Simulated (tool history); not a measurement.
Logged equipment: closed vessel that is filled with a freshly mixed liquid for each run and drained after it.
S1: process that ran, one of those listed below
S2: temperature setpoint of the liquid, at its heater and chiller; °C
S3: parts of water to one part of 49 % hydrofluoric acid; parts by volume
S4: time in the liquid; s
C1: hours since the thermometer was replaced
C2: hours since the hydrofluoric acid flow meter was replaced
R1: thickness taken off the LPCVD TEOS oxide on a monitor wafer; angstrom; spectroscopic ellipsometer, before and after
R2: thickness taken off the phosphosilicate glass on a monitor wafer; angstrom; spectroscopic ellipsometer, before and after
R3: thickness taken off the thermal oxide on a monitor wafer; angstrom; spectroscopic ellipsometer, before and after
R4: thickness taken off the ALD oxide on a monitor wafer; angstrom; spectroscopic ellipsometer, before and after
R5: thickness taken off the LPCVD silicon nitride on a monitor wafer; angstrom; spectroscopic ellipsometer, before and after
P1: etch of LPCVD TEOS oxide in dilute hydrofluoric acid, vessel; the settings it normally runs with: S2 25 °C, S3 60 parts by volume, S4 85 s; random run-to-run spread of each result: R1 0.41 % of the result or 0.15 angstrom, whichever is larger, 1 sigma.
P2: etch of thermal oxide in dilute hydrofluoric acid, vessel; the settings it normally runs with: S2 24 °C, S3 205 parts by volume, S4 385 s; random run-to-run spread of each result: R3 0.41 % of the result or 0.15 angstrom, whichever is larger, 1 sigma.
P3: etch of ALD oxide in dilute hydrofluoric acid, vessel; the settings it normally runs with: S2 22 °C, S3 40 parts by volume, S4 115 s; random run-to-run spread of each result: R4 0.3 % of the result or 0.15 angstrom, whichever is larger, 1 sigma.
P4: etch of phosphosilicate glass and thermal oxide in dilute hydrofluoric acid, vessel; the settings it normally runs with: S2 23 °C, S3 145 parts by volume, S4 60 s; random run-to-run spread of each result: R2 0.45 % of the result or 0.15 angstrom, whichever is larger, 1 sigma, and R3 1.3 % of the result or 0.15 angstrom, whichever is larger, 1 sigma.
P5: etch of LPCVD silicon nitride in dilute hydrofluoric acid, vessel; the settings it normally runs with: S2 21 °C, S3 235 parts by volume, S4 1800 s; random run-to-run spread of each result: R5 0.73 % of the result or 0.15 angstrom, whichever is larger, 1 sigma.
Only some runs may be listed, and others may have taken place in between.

{"run": 1, "hour": 8.4, "S1": "P1", "S2": 25, "S3": 60, "S4": 85, "C1": 1147.1, "C2": 712.7, "R1": 542.3}
{"run": 2, "hour": 19.8, "S1": "P4", "S2": 23, "S3": 260, "S4": 60, "C1": 1158.5, "C2": 724.1, "R2": 165.95, "R3": 8.5968}
{"run": 3, "hour": 29.8, "S1": "P3", "S2": 22, "S3": 40, "S4": 220, "C1": 1168.5, "C2": 734.1, "R4": 893.04}
{"run": 4, "hour": 42.1, "S1": "P1", "S2": 25, "S3": 60, "S4": 85, "C1": 1180.8, "C2": 746.4, "R1": 547.7}
{"run": 5, "hour": 52.4, "S1": "P1", "S2": 20, "S3": 60, "S4": 85, "C1": 1191.1, "C2": 756.7, "R1": 442.62}
{"run": 6, "hour": 66.9, "S1": "P2", "S2": 24, "S3": 205, "S4": 385, "C1": 1205.6, "C2": 771.2, "R3": 75.193}
{"run": 7, "hour": 82.6, "S1": "P1", "S2": 25, "S3": 60, "S4": 85, "C1": 1221.3, "C2": 786.9, "R1": 541.99}
{"run": 8, "hour": 93.8, "S1": "P2", "S2": 18, "S3": 205, "S4": 385, "C1": 1232.5, "C2": 798.1, "R3": 60.5}
{"run": 9, "hour": 108.3, "S1": "P5", "S2": 29, "S3": 235, "S4": 1800, "C1": 1247, "C2": 812.6, "R5": 47.125}
{"run": 10, "hour": 120.2, "S1": "P5", "S2": 21, "S3": 235, "S4": 1800, "C1": 1258.9, "C2": 824.5, "R5": 28.431}
{"run": 11, "hour": 132.4, "S1": "P2", "S2": 24, "S3": 50, "S4": 385, "C1": 1271.1, "C2": 836.7, "R3": 369.59}
{"run": 12, "hour": 142.7, "S1": "P4", "S2": 17, "S3": 145, "S4": 60, "C1": 1281.4, "C2": 847, "R2": 264.44, "R3": 14.143}
{"run": 13, "hour": 156.3, "S1": "P3", "S2": 30, "S3": 40, "S4": 115, "C1": 1295, "C2": 860.6, "R4": 645.85}
{"run": 14, "hour": 172.0, "S1": "P1", "S2": 18.5, "S3": 105, "S4": 85, "C1": 1310.7, "C2": 876.3, "R1": 226.61}
{"run": 15, "hour": 183.2, "S1": "P1", "S2": 25, "S3": 60, "S4": 85, "C1": 1321.9, "C2": 887.5, "R1": 542.14}
{"run": 16, "hour": 192.7, "S1": "P5", "S2": 21, "S3": 135, "S4": 1800, "C1": 1331.4, "C2": 897, "R5": 49.444}
{"run": 17, "hour": 204.5, "S1": "P1", "S2": 30.5, "S3": 60, "S4": 85, "C1": 1343.2, "C2": 908.8, "R1": 676.13}
{"run": 18, "hour": 217.0, "S1": "P4", "S2": 23, "S3": 145, "S4": 115, "C1": 1355.7, "C2": 921.3, "R2": 648.25, "R3": 33.197}
{"run": 19, "hour": 233.4, "S1": "P3", "S2": 22, "S3": 40, "S4": 115, "C1": 1372.1, "C2": 937.7, "R4": 466.86}
{"run": 20, "hour": 250.0, "S1": "P1", "S2": 25, "S3": 20, "S4": 85, "C1": 1388.7, "C2": 954.3, "R1": 1718.7}
{"run": 21, "hour": 262.5, "S1": "P5", "S2": 21, "S3": 235, "S4": 1800, "C1": 1401.2, "C2": 966.8, "R5": 28.646}
{"run": 22, "hour": 275.5, "S1": "P5", "S2": 21, "S3": 235, "S4": 3575, "C1": 1414.2, "C2": 979.8, "R5": 56.961}
{"run": 23, "hour": 289.7, "S1": "P2", "S2": 24, "S3": 205, "S4": 385, "C1": 1428.4, "C2": 994, "R3": 75.366}
{"run": 24, "hour": 305.9, "S1": "P1", "S2": 25, "S3": 95, "S4": 85, "C1": 1444.6, "C2": 1010.2, "R1": 329.39}
{"run": 25, "hour": 321.0, "S1": "P4", "S2": 23, "S3": 145, "S4": 60, "C1": 1459.7, "C2": 1025.3, "R2": 335.91, "R3": 17.554}
{"run": 26, "hour": 331.0, "S1": "P3", "S2": 22, "S3": 70, "S4": 115, "C1": 1469.7, "C2": 1035.3, "R4": 256.37}
{"run": 27, "hour": 342.0, "S1": "P2", "S2": 24, "S3": 205, "S4": 80, "C1": 1480.7, "C2": 1046.3, "R3": 15.8}
{"run": 28, "hour": 356.6, "S1": "P3", "S2": 22, "S3": 40, "S4": 115, "C1": 1495.3, "C2": 1060.9, "R4": 469.9}
{"run": 29, "hour": 364.0, "S1": "P1", "S2": 25, "S3": 60, "S4": 165, "C1": 1502.7, "C2": 1068.3, "R1": 1055.3}
{"run": 30, "hour": 371.7, "S1": "P1", "S2": 25, "S3": 60, "S4": 30, "C1": 1510.4, "C2": 1076, "R1": 191.85}
{"run": 31, "hour": 386.0, "S1": "P1", "S2": 25, "S3": 60, "S4": 85, "C1": 1524.7, "C2": 1090.3, "R1": 542.39}
{"run": 32, "hour": 394.8, "S1": "P1", "S2": 25, "S3": 60, "S4": 85, "C1": 1533.5, "C2": 1099.1, "R1": 534.82}
{"run": 33, "hour": 407.5, "S1": "P1", "S2": 25, "S3": 60, "S4": 85, "C1": 1546.2, "C2": 1111.8, "R1": 528.08}
{"run": 34, "hour": 420.5, "S1": "P1", "S2": 25, "S3": 60, "S4": 85, "C1": 1559.2, "C2": 1124.8, "R1": 519.72}
{"run": 35, "hour": 435.6, "S1": "P1", "S2": 25, "S3": 60, "S4": 85, "C1": 1574.3, "C2": 1139.9, "R1": 517.74}
{"run": 36, "hour": 447.5, "S1": "P1", "S2": 25, "S3": 60, "S4": 85, "C1": 1586.2, "C2": 1151.8, "R1": 514.73}
{"run": 37, "hour": 461.8, "S1": "P1", "S2": 25, "S3": 60, "S4": 85, "C1": 1600.5, "C2": 1166.1, "R1": 509.66}
{"run": 38, "hour": 473.2, "S1": "P1", "S2": 25, "S3": 60, "S4": 85, "C1": 1611.9, "C2": 1177.5, "R1": 508.31}
{"run": 39, "hour": 484.9, "S1": "P1", "S2": 25, "S3": 60, "S4": 85, "C1": 1623.6, "C2": 1189.2, "R1": 512.55}
{"run": 40, "hour": 499.1, "S1": "P1", "S2": 25, "S3": 60, "S4": 85, "C1": 1637.8, "C2": 1203.4, "R1": 508.48}
{"run": 41, "hour": 507.3, "S1": "P1", "S2": 25, "S3": 60, "S4": 85, "C1": 1646, "C2": 1211.6, "R1": 510.22}
{"run": 42, "hour": 516.4, "S1": "P1", "S2": 25, "S3": 60, "S4": 85, "C1": 1655.1, "C2": 1220.7, "R1": 507.48}

What P1 gives has crept off from where it sat before. The 2 causes that follow fit the log equally well, each at the size noted:
A: liquid colder than its thermometer reads (K) = 1.61
B: hydrofluoric acid flow below the setpoint (%) = 5.88
The drift started at roughly hour 386.

Which of the 4 check runs listed below, each an average over 2 wafers with its results shown as question marks, gives clearly different results under the different listed causes?
{"run": "check 1", "hour": 525.5, "S1": "P4", "S2": 20, "S3": 145, "S4": 105, "R2": "?", "R3": "?"}
{"run": "check 2", "hour": 525.5, "S1": "P5", "S2": 25.5, "S3": 235, "S4": 2780, "R5": "?"}
{"run": "check 3", "hour": 525.5, "S1": "P2", "S2": 20, "S3": 80, "S4": 385, "R3": "?"}
{"run": "check 4", "hour": 525.5, "S1": "P3", "S2": 26.5, "S3": 40, "S4": 215, "R4": "?"}

Predicted outcomes, by check and by cause:
check=check_1 result=R2 if_A=491.99 if_B=489.41
check=check_1 result=R3 if_A=25.553 if_B=25.419
check=check_2 result=R5 if_A=53.22 if_B=55.354
check=check_3 result=R3 if_A=177.72 if_B=177.91
check=check_4 result=R4 if_A=982.93 if_B=984.65
How far apart the two closest causes lie, in the result that separates them most: check 1 0.53 %; check 2 3.93 %; check 3 0.11 %; check 4 0.17 %
Check 2 tells the causes apart: in the others they would give nearly the same result.

Check 2 was carried out, with these results: R5 55.251 angstrom. Which of the listed causes is responsible?

B is the cause: hydrofluoric acid flow below the setpoint (%).
